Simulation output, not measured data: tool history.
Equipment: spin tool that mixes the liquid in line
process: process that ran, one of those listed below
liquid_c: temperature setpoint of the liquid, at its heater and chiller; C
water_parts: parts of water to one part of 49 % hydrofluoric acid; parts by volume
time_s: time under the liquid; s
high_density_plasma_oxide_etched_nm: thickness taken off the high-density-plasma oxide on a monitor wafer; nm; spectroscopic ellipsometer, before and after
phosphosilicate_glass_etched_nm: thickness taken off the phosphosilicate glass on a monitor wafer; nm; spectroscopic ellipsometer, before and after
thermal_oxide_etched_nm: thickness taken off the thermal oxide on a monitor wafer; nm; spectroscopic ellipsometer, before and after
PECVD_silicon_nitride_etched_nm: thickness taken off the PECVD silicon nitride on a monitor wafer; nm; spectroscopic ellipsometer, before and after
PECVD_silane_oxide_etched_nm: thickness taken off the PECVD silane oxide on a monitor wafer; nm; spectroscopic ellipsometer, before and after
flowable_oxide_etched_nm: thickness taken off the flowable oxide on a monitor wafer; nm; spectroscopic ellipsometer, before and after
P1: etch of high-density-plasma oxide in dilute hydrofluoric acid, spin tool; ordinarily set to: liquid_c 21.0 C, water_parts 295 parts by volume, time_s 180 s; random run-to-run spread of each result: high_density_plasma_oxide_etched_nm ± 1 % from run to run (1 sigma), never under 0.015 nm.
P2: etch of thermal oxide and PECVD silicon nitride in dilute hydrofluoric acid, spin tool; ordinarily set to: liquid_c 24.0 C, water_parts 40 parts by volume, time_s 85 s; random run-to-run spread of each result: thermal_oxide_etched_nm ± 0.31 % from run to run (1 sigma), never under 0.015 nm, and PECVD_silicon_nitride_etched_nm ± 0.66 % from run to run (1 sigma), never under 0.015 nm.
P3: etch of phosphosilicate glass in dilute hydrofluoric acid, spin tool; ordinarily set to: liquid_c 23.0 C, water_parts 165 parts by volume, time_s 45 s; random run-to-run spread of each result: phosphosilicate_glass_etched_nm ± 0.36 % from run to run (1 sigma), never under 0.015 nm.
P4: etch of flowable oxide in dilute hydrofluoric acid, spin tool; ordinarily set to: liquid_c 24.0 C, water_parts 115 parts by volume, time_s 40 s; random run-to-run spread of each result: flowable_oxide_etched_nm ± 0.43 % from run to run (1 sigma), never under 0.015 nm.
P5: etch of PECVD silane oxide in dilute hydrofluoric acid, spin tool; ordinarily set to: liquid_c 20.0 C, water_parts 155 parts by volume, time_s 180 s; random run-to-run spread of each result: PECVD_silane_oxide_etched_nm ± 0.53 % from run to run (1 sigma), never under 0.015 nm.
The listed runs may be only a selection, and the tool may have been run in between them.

run,hour,process,liquid_c,water_parts,time_s,high_density_plasma_oxide_etched_nm,phosphosilicate_glass_etched_nm,thermal_oxide_etched_nm,PECVD_silicon_nitride_etched_nm,PECVD_silane_oxide_etched_nm,flowable_oxide_etched_nm
1,11.2,P1,21.0,295,180,2.6400,,,,,
2,20.8,P1,21.0,450,180,1.5181,,,,,
3,32.9,P3,23.0,165,45,,22.1280,,,,
4,44.2,P2,24.0,40,170,,,23.0120,7.1014,,
5,57.7,P1,26.5,295,180,3.2338,,,,,
6,72.5,P1,21.0,295,70,1.0483,,,,,
7,84.1,P1,21.0,295,180,2.6452,,,,,
8,100.8,P1,21.0,295,180,2.6671,,,,,
# hour 108.3: hydrofluoric acid flow meter replaced
9,112.0,P1,28.0,295,250,4.6187,,,,,
10,127.2,P5,20.0,155,50,,,,,13.082,
11,136.1,P2,18.5,40,85,,,9.1692,2.4457,,
12,149.7,P3,23.0,295,45,,10.8460,,,,
13,164.8,P1,21.0,295,180,2.6779,,,,,
14,174.5,P4,24.0,195,40,,,,,,9.5739
15,187.0,P3,19.0,165,45,,19.1110,,,,
16,199.3,P1,21.0,295,340,5.1302,,,,,
17,207.5,P1,17.0,295,315,3.9799,,,,,
18,223.4,P1,21.0,190,340,8.6322,,,,,
19,232.0,P1,21.0,295,180,2.6904,,,,,
20,244.3,P3,23.0,165,15,,7.4144,,,,
21,254.7,P5,20.0,155,180,,,,,47.381,
22,268.4,P5,17.0,155,180,,,,,41.915,
23,283.8,P5,20.0,155,180,,,,,46.832,
24,291.8,P2,24.0,40,85,,,11.5360,3.5594,,
25,305.0,P2,24.0,20,85,,,23.6940,7.0747,,
26,315.1,P2,24.0,40,85,,,11.5820,3.5934,,

Predict the results of run 27:
27,329.3,P1,21.0,185,180,?,,,,,

high_density_plasma_oxide_etched_nm: 4.6490 nm
